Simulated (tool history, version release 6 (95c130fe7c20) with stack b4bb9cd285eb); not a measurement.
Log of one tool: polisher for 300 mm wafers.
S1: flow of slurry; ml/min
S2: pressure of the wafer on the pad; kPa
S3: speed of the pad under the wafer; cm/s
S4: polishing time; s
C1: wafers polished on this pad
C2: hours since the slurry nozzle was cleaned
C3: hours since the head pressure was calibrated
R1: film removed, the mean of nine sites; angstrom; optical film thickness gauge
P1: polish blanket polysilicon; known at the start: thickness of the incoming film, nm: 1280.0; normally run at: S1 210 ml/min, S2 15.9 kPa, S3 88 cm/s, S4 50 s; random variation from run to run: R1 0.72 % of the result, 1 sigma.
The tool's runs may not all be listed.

run   hour   S1    S2   S3  S4    C1     C2     C3      R1
  1    7.3  210  15.9   88  50   333  524.7  605.7  2997.8
  2   15.1  150  15.9   88  50   443  532.5  613.5  2833.9
  3   22.1  210  15.9   88  50   542  539.5  620.5  2949.5
  4     29  325  15.9   88  50   640  546.4  627.4  3153.7
  5   34.8  210  15.9  134  50   722  552.2  633.2  4572.1
  6   44.4  210  20.7   88  77   858  561.8  642.8  5961.4
  7   52.5  210  15.9   88  69   973  569.9  650.9  4118.8
  8   59.9  210  15.9   88  50  1078  577.3  658.3  2939.4
  9   69.4  210  15.9   88  22  1213  586.8  667.8  1322.2
 10   76.8  210  24.8   88  50  1318  594.2  675.2  4683.6
 11   83.6  210   6.9   88  50  1414    601    682    1308
 12   91.6  210  15.9   52  50  1527    609    690  1774.6
 13  103.5  210  10.3  130  50  1696  620.9  701.9  2886.1
 14  112.3  210  15.9   88  50  1821  629.7  710.7  3042.1
 15  118.7  210  15.9   88  50  1911  636.1  717.1  3005.4
 16  129.2  210  15.9   88  50  2060  646.6  727.6  2918.2
 17  134.5  210  15.9   88  50  2135  651.9  732.9    2884
     136.9  -- head pressure recalibrated
 18    143  210  15.9   88  50  2255  660.4    6.1  2791.9
 19  154.5  210  15.9   88  50  2418  671.9   17.6  2754.2
 20  160.4  210  15.9   88  50  2502  677.8   23.5  2782.7
 21    170  210  15.9   88  50  2638  687.4   33.1  2770.7

What P1 gives has crept away from where it was. These 2 causes fit the log equally well, each at the size given:
A: removal rate lost through wear of the pad, % = 7.27
B: slurry flow missing at the pad, % = 38
The creep began at about hour 118.7.
Why every other cause is out:
head's pressure below its setpoint, %: serviced at hour 136.9, which brought nothing back

4 check runs are offered, each on 5 wafers whose results are averaged, their results left as question marks. Which one tells the causes apart?
check 1  179.6  310  15.9  88  50               ?
check 2  179.6  210  24.1  88  50               ?
check 3  179.6  210  24.8  56  50               ?
check 4  179.6  210    11  88  50               ?

What each check would give under each cause:
  check  result    if A    if B
check 1      R1  2899.4    2967
check 2      R1  4235.6  4234.9
check 3      R1  2772.4  2771.9
check 4      R1  1936.3    1936
How far apart the two closest causes lie, in the result that separates them most: check 1 2.31 %; check 2 0.02 %; check 3 0.02 %; check 4 0.02 %
Only check 1 tells the causes apart: in the others they would give nearly the same result.

Then check 1 was run and gave: R1 2954.1 angstrom. Which cause is it?

It is B: slurry flow missing at the pad, %.

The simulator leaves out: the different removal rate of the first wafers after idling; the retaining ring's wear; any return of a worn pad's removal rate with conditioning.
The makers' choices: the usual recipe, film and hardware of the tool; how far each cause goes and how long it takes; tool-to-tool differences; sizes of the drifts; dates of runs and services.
